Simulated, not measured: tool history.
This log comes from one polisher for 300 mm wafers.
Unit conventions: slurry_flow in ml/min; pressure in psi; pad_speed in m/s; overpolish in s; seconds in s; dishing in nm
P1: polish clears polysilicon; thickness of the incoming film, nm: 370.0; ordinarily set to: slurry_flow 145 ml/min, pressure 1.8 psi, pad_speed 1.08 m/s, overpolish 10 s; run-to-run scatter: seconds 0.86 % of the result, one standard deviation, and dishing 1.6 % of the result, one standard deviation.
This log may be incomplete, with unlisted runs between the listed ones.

run	hour	slurry_flow	pressure	pad_speed	overpolish	seconds	dishing
1	9.9	145	1.8	1.08	10	31.151	49.160
2	22.0	145	0.9	1.08	10	61.699	35.021
3	31.0	145	1.8	1.08	10	30.972	47.377
4	48.0	195	1.8	1.08	10	29.690	48.605
5	59.7	145	1.8	1.56	10	21.420	53.018
6	70.6	145	1.8	1.08	10	31.046	49.167
7	78.6	145	1.8	1.08	10	31.180	48.761
8	86.4	145	1.8	1.08	10	31.009	47.908
9	101.2	145	1.8	1.08	10	30.859	48.915
10	108.8	145	2.7	1.08	10	20.718	54.655
11	117.0	145	1.8	0.52	10	63.582	34.571
12	129.1	85	1.8	1.08	10	34.704	46.408
13	142.8	145	1.8	1.08	20	31.027	54.902
14	159.1	90	1.8	1.08	19	34.033	53.443
15	174.1	145	1.8	1.08	3	31.282	25.193
16	189.3	145	1.8	1.08	10	30.351	47.898
17	200.9	145	1.8	1.08	10	31.791	46.928
18	211.2	145	1.8	1.08	10	32.126	46.593
19	220.9	145	1.8	1.08	10	32.106	47.700
20	235.7	145	1.8	1.08	10	32.486	47.238
21	251.2	145	1.8	1.08	10	32.274	48.234
22	265.3	145	1.8	1.08	10	32.884	47.183
# hour 265.5: head pressure recalibrated
23	279.2	145	1.8	1.08	10	33.117	48.333
24	290.9	145	1.8	1.08	10	32.805	48.113
25	301.4	145	1.8	1.08	10	33.233	46.753
26	312.3	145	1.8	1.08	10	33.065	47.859
27	327.2	145	1.8	1.08	10	33.072	47.677

What P1 gives has crept away from where it was. These 2 causes fit the log equally well, each at the size given:
A: removal rate lost through wear of the pad, % = 6.34
B: slurry flow missing at the pad, % = 27.3
The process output started creeping at around hour 189.3.
Ruled out, with reasons:
head's pressure below its setpoint, %: was serviced at hour 265.5, once the creep was under way, yet the earlier output never came back

Below are 4 check runs, each averaged over 3 wafers, with their results shown as question marks. Which of them would give clearly different results depending on which cause is behind the drift?
check 1	342.1	145	0.9	1.08	5	?	?
check 2	342.1	145	1.8	1.54	20	?	?
check 3	342.1	145	1.5	1.08	10	?	?
check 4	342.1	85	1.8	1.08	3	?	?

What every check run would give for each of its results, assuming each possible cause in turn:
check	result	if A	if B
check 1	seconds	66.159	66.152
check 1	dishing	21.164	21.165
check 2	seconds	23.199	23.196
check 2	dishing	55.495	55.495
check 3	seconds	39.695	39.691
check 3	dishing	44.391	44.393
check 4	seconds	37.346	38.822
check 4	dishing	22.187	21.533
Per-check spread between the two closest causes, in the result where they differ most: check 1 0.01 %; check 2 0.01 %; check 3 0.01 %; check 4 3.88 %
Only in check 4 would the causes give clearly different results; in the remaining checks their results would be nearly the same.

After running check 4, the following was obtained: seconds 37.414 s; dishing 21.922 nm. Which cause does this point to?

A is the cause: removal rate lost through wear of the pad, %.
